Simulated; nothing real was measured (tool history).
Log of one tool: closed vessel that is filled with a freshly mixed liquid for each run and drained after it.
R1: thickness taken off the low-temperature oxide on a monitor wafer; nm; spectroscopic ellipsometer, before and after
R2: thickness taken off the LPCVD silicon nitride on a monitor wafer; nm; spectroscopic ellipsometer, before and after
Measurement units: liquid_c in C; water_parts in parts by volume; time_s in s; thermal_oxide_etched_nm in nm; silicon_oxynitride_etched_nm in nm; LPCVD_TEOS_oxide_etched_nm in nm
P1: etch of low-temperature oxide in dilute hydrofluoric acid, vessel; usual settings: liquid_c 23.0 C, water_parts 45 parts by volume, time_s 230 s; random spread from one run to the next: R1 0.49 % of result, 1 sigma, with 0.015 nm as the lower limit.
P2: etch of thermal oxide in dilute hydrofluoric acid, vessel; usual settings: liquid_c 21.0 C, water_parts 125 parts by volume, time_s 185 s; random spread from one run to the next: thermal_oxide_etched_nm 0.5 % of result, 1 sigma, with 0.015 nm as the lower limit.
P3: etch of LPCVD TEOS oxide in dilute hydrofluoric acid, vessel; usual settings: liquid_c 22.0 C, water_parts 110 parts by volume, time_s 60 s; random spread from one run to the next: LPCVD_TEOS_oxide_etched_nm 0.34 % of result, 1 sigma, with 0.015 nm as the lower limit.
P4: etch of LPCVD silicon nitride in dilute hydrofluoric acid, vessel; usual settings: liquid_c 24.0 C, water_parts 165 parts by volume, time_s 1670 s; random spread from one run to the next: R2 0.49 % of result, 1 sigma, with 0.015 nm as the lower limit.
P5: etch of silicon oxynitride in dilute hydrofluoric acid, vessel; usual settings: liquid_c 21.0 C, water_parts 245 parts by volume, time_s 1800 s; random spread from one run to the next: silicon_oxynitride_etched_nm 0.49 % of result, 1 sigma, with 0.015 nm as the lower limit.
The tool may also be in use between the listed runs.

{"run": 1, "hour": 9.2, "process": "P1", "liquid_c": 23.0, "water_parts": 45, "time_s": 230, "R1": 55.847}
{"run": 2, "hour": 18.4, "process": "P1", "liquid_c": 23.0, "water_parts": 25, "time_s": 230, "R1": 103.35}
{"run": 3, "hour": 31.3, "process": "P4", "liquid_c": 24.0, "water_parts": 165, "time_s": 1670, "R2": 4.9447}
{"run": 4, "hour": 46.4, "process": "P1", "liquid_c": 23.0, "water_parts": 45, "time_s": 230, "R1": 55.778}
{"run": 5, "hour": 62.7, "process": "P4", "liquid_c": 19.5, "water_parts": 165, "time_s": 1670, "R2": 3.6331}
{"run": 6, "hour": 76.7, "process": "P1", "liquid_c": 23.0, "water_parts": 75, "time_s": 330, "R1": 46.343}
{"run": 7, "hour": 87.8, "process": "P1", "liquid_c": 27.5, "water_parts": 45, "time_s": 95, "R1": 27.792}
{"run": 8, "hour": 104.0, "process": "P2", "liquid_c": 21.0, "water_parts": 125, "time_s": 30, "thermal_oxide_etched_nm": 1.0329}
{"run": 9, "hour": 118.1, "process": "P5", "liquid_c": 21.0, "water_parts": 245, "time_s": 1800, "silicon_oxynitride_etched_nm": 16.139}
{"run": 10, "hour": 127.8, "process": "P1", "liquid_c": 23.0, "water_parts": 65, "time_s": 230, "R1": 37.638}
{"run": 11, "hour": 144.1, "process": "P1", "liquid_c": 17.0, "water_parts": 45, "time_s": 230, "R1": 43.594}
{"run": 12, "hour": 160.7, "process": "P1", "liquid_c": 23.0, "water_parts": 45, "time_s": 90, "R1": 21.94}
{"run": 13, "hour": 171.2, "process": "P1", "liquid_c": 23.0, "water_parts": 45, "time_s": 230, "R1": 55.904}
{"run": 14, "hour": 179.5, "process": "P1", "liquid_c": 23.0, "water_parts": 45, "time_s": 230, "R1": 56.1}
{"run": 15, "hour": 194.8, "process": "P3", "liquid_c": 22.0, "water_parts": 110, "time_s": 60, "LPCVD_TEOS_oxide_etched_nm": 26.773}
{"run": 16, "hour": 212.2, "process": "P5", "liquid_c": 21.0, "water_parts": 245, "time_s": 1800, "silicon_oxynitride_etched_nm": 16.11}
{"run": 17, "hour": 225.5, "process": "P3", "liquid_c": 27.0, "water_parts": 110, "time_s": 60, "LPCVD_TEOS_oxide_etched_nm": 32.488}
{"run": 18, "hour": 233.6, "process": "P2", "liquid_c": 17.0, "water_parts": 125, "time_s": 185, "thermal_oxide_etched_nm": 5.3073}
{"run": 19, "hour": 243.9, "process": "P4", "liquid_c": 24.0, "water_parts": 95, "time_s": 1670, "R2": 8.4112}
{"run": 20, "hour": 253.6, "process": "P4", "liquid_c": 24.0, "water_parts": 165, "time_s": 3110, "R2": 9.0475}
{"run": 21, "hour": 261.5, "process": "P5", "liquid_c": 21.0, "water_parts": 395, "time_s": 1800, "silicon_oxynitride_etched_nm": 9.1464}
{"run": 22, "hour": 276.3, "process": "P5", "liquid_c": 27.5, "water_parts": 245, "time_s": 1800, "silicon_oxynitride_etched_nm": 21.371}
{"run": 23, "hour": 291.2, "process": "P2", "liquid_c": 21.0, "water_parts": 125, "time_s": 185, "thermal_oxide_etched_nm": 6.314}
{"run": 24, "hour": 301.9, "process": "P3", "liquid_c": 22.0, "water_parts": 55, "time_s": 60, "LPCVD_TEOS_oxide_etched_nm": 57.272}
{"run": 25, "hour": 315.1, "process": "P5", "liquid_c": 21.0, "water_parts": 245, "time_s": 660, "silicon_oxynitride_etched_nm": 5.897}
{"run": 26, "hour": 328.3, "process": "P3", "liquid_c": 22.0, "water_parts": 110, "time_s": 115, "LPCVD_TEOS_oxide_etched_nm": 51.467}
{"run": 27, "hour": 345.6, "process": "P1", "liquid_c": 23.0, "water_parts": 45, "time_s": 230, "R1": 55.883}
{"run": 28, "hour": 354.6, "process": "P1", "liquid_c": 23.0, "water_parts": 45, "time_s": 230, "R1": 55.993}
{"run": 29, "hour": 364.2, "process": "P1", "liquid_c": 23.0, "water_parts": 45, "time_s": 375, "R1": 91.911}
{"run": 30, "hour": 373.8, "process": "P1", "liquid_c": 27.0, "water_parts": 45, "time_s": 385, "R1": 110.1}
{"run": 31, "hour": 382.4, "process": "P2", "liquid_c": 21.0, "water_parts": 35, "time_s": 185, "thermal_oxide_etched_nm": 25.209}
{"run": 32, "hour": 398.9, "process": "P1", "liquid_c": 27.5, "water_parts": 45, "time_s": 230, "R1": 66.803}
{"run": 33, "hour": 406.7, "process": "P1", "liquid_c": 23.0, "water_parts": 45, "time_s": 230, "R1": 55.986}
{"run": 34, "hour": 415.1, "process": "P1", "liquid_c": 23.0, "water_parts": 45, "time_s": 230, "R1": 57.793}
{"run": 35, "hour": 429.0, "process": "P1", "liquid_c": 23.0, "water_parts": 45, "time_s": 230, "R1": 59.526}
{"run": 36, "hour": 440.9, "process": "P1", "liquid_c": 23.0, "water_parts": 45, "time_s": 230, "R1": 58.828}
{"run": 37, "hour": 449.3, "process": "P1", "liquid_c": 23.0, "water_parts": 45, "time_s": 230, "R1": 59.805}
{"run": 38, "hour": 456.9, "process": "P1", "liquid_c": 23.0, "water_parts": 45, "time_s": 230, "R1": 59.916}
{"run": 39, "hour": 465.1, "process": "P1", "liquid_c": 23.0, "water_parts": 45, "time_s": 230, "R1": 59.203}

P1 has crept away from where it was. The log is fitted equally well by each of these 2 causes, at the sizes shown:
A: liquid hotter than its thermometer reads (K) = 1.59
B: hydrofluoric acid flow above the setpoint (%) = 6.42
The drift started at roughly hour 406.7.

The check runs listed below each take one wafer, and their results are still question marks. Under which run would the listed causes lead to clearly different results?
{"run": "check 1", "hour": 473.3, "process": "P5", "liquid_c": 21.0, "water_parts": 245, "time_s": 1800, "silicon_oxynitride_etched_nm": "?"}
{"run": "check 2", "hour": 473.3, "process": "P4", "liquid_c": 24.0, "water_parts": 165, "time_s": 1670, "R2": "?"}
{"run": "check 3", "hour": 473.3, "process": "P3", "liquid_c": 22.0, "water_parts": 110, "time_s": 60, "LPCVD_TEOS_oxide_etched_nm": "?"}
{"run": "check 4", "hour": 473.3, "process": "P2", "liquid_c": 21.0, "water_parts": 125, "time_s": 185, "thermal_oxide_etched_nm": "?"}

Predicted outcomes, by check and by cause:
check=check_1 result=silicon_oxynitride_etched_nm if_A=17.3180 if_B=17.3350
check=check_2 result=R2 if_A=5.4179 if_B=5.2071
check=check_3 result=LPCVD_TEOS_oxide_etched_nm if_A=28.523 if_B=28.715
check=check_4 result=thermal_oxide_etched_nm if_A=6.6853 if_B=6.7349
How far apart the two closest causes lie, in the result that separates them most: check 1 0.1 %; check 2 3.97 %; check 3 0.67 %; check 4 0.74 %
Check 2 is the one run that separates the causes; every other check would come out nearly the same whichever cause is at work.

With check 2 done, the readings were: R2 5.4769 nm. Identify which of the listed causes applies.

The cause is A: liquid hotter than its thermometer reads (K).
